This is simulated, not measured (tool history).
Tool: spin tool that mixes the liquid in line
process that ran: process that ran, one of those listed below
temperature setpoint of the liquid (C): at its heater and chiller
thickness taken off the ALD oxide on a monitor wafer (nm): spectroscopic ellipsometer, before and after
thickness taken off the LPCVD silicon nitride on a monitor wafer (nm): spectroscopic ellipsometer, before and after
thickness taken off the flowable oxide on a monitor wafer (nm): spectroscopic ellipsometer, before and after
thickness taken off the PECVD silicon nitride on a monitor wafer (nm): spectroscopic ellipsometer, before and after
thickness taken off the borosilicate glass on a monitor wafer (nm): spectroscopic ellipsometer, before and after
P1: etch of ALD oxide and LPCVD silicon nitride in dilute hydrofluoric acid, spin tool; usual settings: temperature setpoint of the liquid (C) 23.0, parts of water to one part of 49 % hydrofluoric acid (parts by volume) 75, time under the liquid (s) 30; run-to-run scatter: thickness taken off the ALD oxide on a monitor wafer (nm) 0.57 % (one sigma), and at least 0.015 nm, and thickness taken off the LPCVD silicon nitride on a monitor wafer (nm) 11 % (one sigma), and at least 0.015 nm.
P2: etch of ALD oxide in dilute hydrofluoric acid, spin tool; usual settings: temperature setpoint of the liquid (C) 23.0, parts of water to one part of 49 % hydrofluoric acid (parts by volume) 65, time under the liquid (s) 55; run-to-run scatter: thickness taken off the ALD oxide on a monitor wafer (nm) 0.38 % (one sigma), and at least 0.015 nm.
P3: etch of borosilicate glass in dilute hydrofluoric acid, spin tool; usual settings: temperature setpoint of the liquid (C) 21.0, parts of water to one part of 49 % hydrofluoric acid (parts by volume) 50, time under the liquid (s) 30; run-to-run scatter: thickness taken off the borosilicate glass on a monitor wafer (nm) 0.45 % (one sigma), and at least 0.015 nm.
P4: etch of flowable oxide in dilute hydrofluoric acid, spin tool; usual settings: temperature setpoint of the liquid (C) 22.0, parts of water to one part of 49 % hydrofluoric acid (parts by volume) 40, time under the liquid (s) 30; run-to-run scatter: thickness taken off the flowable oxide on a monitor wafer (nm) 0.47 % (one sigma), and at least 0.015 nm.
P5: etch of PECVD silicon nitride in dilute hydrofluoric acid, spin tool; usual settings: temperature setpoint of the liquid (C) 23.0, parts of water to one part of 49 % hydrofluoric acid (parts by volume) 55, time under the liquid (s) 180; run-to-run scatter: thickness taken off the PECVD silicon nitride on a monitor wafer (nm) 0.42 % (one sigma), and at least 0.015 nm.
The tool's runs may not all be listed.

run,hour,process that ran,temperature setpoint of the liquid (C),parts of water to one part of 49 % hydrofluoric acid (parts by volume),time under the liquid (s),thickness taken off the ALD oxide on a monitor wafer (nm),thickness taken off the LPCVD silicon nitride on a monitor wafer (nm),thickness taken off the flowable oxide on a monitor wafer (nm),thickness taken off the PECVD silicon nitride on a monitor wafer (nm),thickness taken off the borosilicate glass on a monitor wafer (nm)
1,6.6,P1,23.0,75,30,5.6173,0.190760,,,
2,17.3,P1,23.0,75,60,11.3020,0.346140,,,
3,23.2,P1,27.5,75,30,6.6720,0.237640,,,
4,33.0,P1,17.0,75,30,4.3561,0.107190,,,
5,39.9,P2,29.0,65,55,21.0000,,,,
6,51.4,P4,17.0,40,30,,,41.463,,
7,61.9,P1,23.0,75,15,2.8047,0.059965,,,
8,75.7,P5,31.0,55,180,,,,26.6250,
9,87.3,P5,23.0,55,180,,,,15.7100,
10,99.4,P1,23.0,75,30,5.6040,0.146980,,,
11,108.2,P1,23.0,75,30,5.5880,0.175390,,,
12,114.7,P4,22.0,40,30,,,51.261,,
13,124.9,P1,23.0,20,30,22.6180,0.551080,,,
14,133.1,P5,23.0,55,15,,,,1.3253,
15,139.8,P1,23.0,75,30,5.6332,0.171150,,,
16,152.6,P4,22.0,40,15,,,25.709,,
17,163.5,P1,17.5,25,30,14.1890,0.365330,,,
18,175.3,P1,27.0,75,45,9.9397,0.283600,,,
19,187.6,P4,22.0,60,30,,,33.467,,
20,200.5,P1,23.0,35,15,6.3425,0.120530,,,
21,210.2,P1,23.0,105,30,3.8532,0.111430,,,
22,219.3,P2,23.0,105,55,9.7154,,,,
23,228.8,P1,23.0,75,30,5.6050,0.229010,,,
24,241.3,P5,23.0,20,180,,,,41.8960,
25,253.6,P2,23.0,65,55,16.5540,,,,
26,263.9,P3,21.0,50,30,,,,,18.191
27,273.2,P3,21.0,50,50,,,,,30.470
28,280.6,P3,21.0,20,30,,,,,47.309
29,288.5,P2,23.0,65,15,4.5067,,,,
30,299.5,P1,23.0,75,30,5.6220,0.200560,,,
31,308.2,P1,23.0,75,30,5.6008,0.166520,,,
32,314.3,P3,17.0,50,30,,,,,15.227
33,327.0,P1,23.0,75,30,5.6403,0.185640,,,
34,335.4,P1,23.0,75,30,5.4710,0.176410,,,
35,347.1,P1,23.0,75,30,5.4205,0.183030,,,
36,354.7,P1,23.0,75,30,5.3528,0.210430,,,
37,362.2,P1,23.0,75,30,5.2954,0.161200,,,
38,372.1,P1,23.0,75,30,5.3231,0.147520,,,
39,378.9,P1,23.0,75,30,5.2728,0.149110,,,
40,385.3,P1,23.0,75,30,5.2836,0.149450,,,
41,396.5,P1,23.0,75,30,5.2321,0.164120,,,
42,408.4,P1,23.0,75,30,5.2384,0.184220,,,
43,414.4,P1,23.0,75,30,5.3212,0.136810,,,
44,424.5,P1,23.0,75,30,5.2534,0.120240,,,

What P1 gives has crept away from where it was. These 2 causes fit the log equally well, each at the size given:
A: liquid colder than its thermometer reads (K) = 1.67
B: hydrofluoric acid flow below the setpoint (%) = 6.04
The creep began at about hour 327.0.

4 check runs are offered, one wafer each, their results left as question marks. Which one tells the causes apart?
check 1,434.6,P5,23.0,55,180,,,,?,
check 2,434.6,P2,23.0,65,55,?,,,,
check 3,434.6,P4,22.0,40,30,,,?,,
check 4,434.6,P3,21.0,50,30,,,,,?

What each check would give under each cause:
check,result,if A,if B
check 1,thickness taken off the PECVD silicon nitride on a monitor wafer (nm),14.0220,14.7830
check 2,thickness taken off the ALD oxide on a monitor wafer (nm),15.4130,15.4330
check 3,thickness taken off the flowable oxide on a monitor wafer (nm),47.917,48.170
check 4,thickness taken off the borosilicate glass on a monitor wafer (nm),16.914,16.994
How far apart the two closest causes lie, in the result that separates them most: check 1 5.28 %; check 2 0.14 %; check 3 0.53 %; check 4 0.47 %
Check 1 tells the causes apart: in the others they would give nearly the same result.

Then check 1 was run and gave: thickness taken off the PECVD silicon nitride on a monitor wafer (nm) 14.0690. Which cause is it?

It is A: liquid colder than its thermometer reads (K).
